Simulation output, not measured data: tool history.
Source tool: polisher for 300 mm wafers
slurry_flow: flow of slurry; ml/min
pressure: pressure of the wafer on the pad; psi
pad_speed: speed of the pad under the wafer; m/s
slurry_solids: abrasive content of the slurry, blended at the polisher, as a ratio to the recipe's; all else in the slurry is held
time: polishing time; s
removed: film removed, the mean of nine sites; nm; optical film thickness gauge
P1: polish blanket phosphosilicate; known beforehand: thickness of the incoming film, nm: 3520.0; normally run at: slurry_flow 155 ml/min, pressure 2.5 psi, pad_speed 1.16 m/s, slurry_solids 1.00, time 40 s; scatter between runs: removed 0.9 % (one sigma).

Run 1, hour 6.5: slurry_flow 155 ml/min, pressure 2.5 psi, pad_speed 1.16 m/s, slurry_solids 1.00, time 40 s. Result: removed 338.35 nm.
Run 2, hour 14.1: slurry_flow 155 ml/min, pressure 2.5 psi, pad_speed 1.16 m/s, slurry_solids 0.50, time 40 s. Result: removed 239.95 nm.
Run 3, hour 24.5: slurry_flow 155 ml/min, pressure 2.5 psi, pad_speed 1.16 m/s, slurry_solids 1.00, time 40 s. Result: removed 347.31 nm.
Run 4, hour 34.2: slurry_flow 155 ml/min, pressure 2.5 psi, pad_speed 1.16 m/s, slurry_solids 1.45, time 40 s. Result: removed 403.96 nm.
Run 5, hour 47.2: slurry_flow 155 ml/min, pressure 2.5 psi, pad_speed 1.16 m/s, slurry_solids 1.00, time 40 s. Result: removed 348.55 nm.
Run 6, hour 54.1: slurry_flow 235 ml/min, pressure 2.5 psi, pad_speed 1.16 m/s, slurry_solids 1.00, time 40 s. Result: removed 368.98 nm.
At hour 57.9: slurry nozzle cleaned.
Run 7, hour 61.7: slurry_flow 155 ml/min, pressure 2.5 psi, pad_speed 1.74 m/s, slurry_solids 1.00, time 40 s. Result: removed 477.31 nm.
Run 8, hour 69.7: slurry_flow 155 ml/min, pressure 2.5 psi, pad_speed 1.16 m/s, slurry_solids 1.00, time 18 s. Result: removed 154.96 nm.
Run 9, hour 80.6: slurry_flow 155 ml/min, pressure 2.5 psi, pad_speed 1.16 m/s, slurry_solids 1.00, time 40 s. Result: removed 344.47 nm.
Run 10, hour 87.1: slurry_flow 155 ml/min, pressure 1.1 psi, pad_speed 1.16 m/s, slurry_solids 1.00, time 40 s. Result: removed 151.03 nm.
At hour 90.8: head pressure recalibrated.
Run 11, hour 97.2: slurry_flow 155 ml/min, pressure 2.5 psi, pad_speed 1.16 m/s, slurry_solids 1.00, time 63 s. Result: removed 550.73 nm.
Run 12, hour 104.7: slurry_flow 155 ml/min, pressure 2.5 psi, pad_speed 1.16 m/s, slurry_solids 1.00, time 40 s. Result: removed 348.66 nm.
Run 13, hour 115.5: slurry_flow 95 ml/min, pressure 2.5 psi, pad_speed 1.16 m/s, slurry_solids 1.00, time 40 s. Result: removed 311.61 nm.
Run 14, hour 125.9: slurry_flow 155 ml/min, pressure 3.2 psi, pad_speed 1.16 m/s, slurry_solids 1.00, time 40 s. Result: removed 441.90 nm.
Run 15, hour 137.9: slurry_flow 155 ml/min, pressure 2.5 psi, pad_speed 0.76 m/s, slurry_solids 1.00, time 40 s. Result: removed 249.10 nm.
Run 16, hour 145.2: slurry_flow 155 ml/min, pressure 2.5 psi, pad_speed 1.46 m/s, slurry_solids 1.00, time 50 s. Result: removed 515.55 nm.
Run 17, hour 152.7: slurry_flow 155 ml/min, pressure 2.5 psi, pad_speed 1.16 m/s, slurry_solids 1.00, time 40 s. Result: removed 344.95 nm.
Run 18, hour 162.3: slurry_flow 155 ml/min, pressure 2.5 psi, pad_speed 1.16 m/s, slurry_solids 1.00, time 40 s. Result: removed 344.12 nm.
Run 19, hour 170.6: slurry_flow 155 ml/min, pressure 2.5 psi, pad_speed 1.16 m/s, slurry_solids 1.00, time 40 s. Result: removed 336.80 nm.
Run 20, hour 179.1: slurry_flow 155 ml/min, pressure 2.5 psi, pad_speed 1.16 m/s, slurry_solids 1.00, time 40 s. Result: removed 331.22 nm.
Run 21, hour 185.3: slurry_flow 155 ml/min, pressure 2.5 psi, pad_speed 1.16 m/s, slurry_solids 1.00, time 40 s. Result: removed 322.49 nm.
Run 22, hour 196.4: slurry_flow 155 ml/min, pressure 2.5 psi, pad_speed 1.16 m/s, slurry_solids 1.00, time 40 s. Result: removed 315.45 nm.
At hour 201.5: slurry blender recalibrated.
Run 23, hour 209.5: slurry_flow 155 ml/min, pressure 2.5 psi, pad_speed 1.16 m/s, slurry_solids 1.00, time 40 s. Result: removed 317.45 nm.

What does the tool deliver on the next run?
At hour 212.8: head pressure recalibrated.
At hour 214.1: conditioning disc replaced and pad reconditioned.
Run 24, hour 217.5: slurry_flow 155 ml/min, pressure 2.5 psi, pad_speed 1.16 m/s, slurry_solids 1.00, time 40 s. Result: removed ?.

Run 24 yielded removed 311.47 nm.

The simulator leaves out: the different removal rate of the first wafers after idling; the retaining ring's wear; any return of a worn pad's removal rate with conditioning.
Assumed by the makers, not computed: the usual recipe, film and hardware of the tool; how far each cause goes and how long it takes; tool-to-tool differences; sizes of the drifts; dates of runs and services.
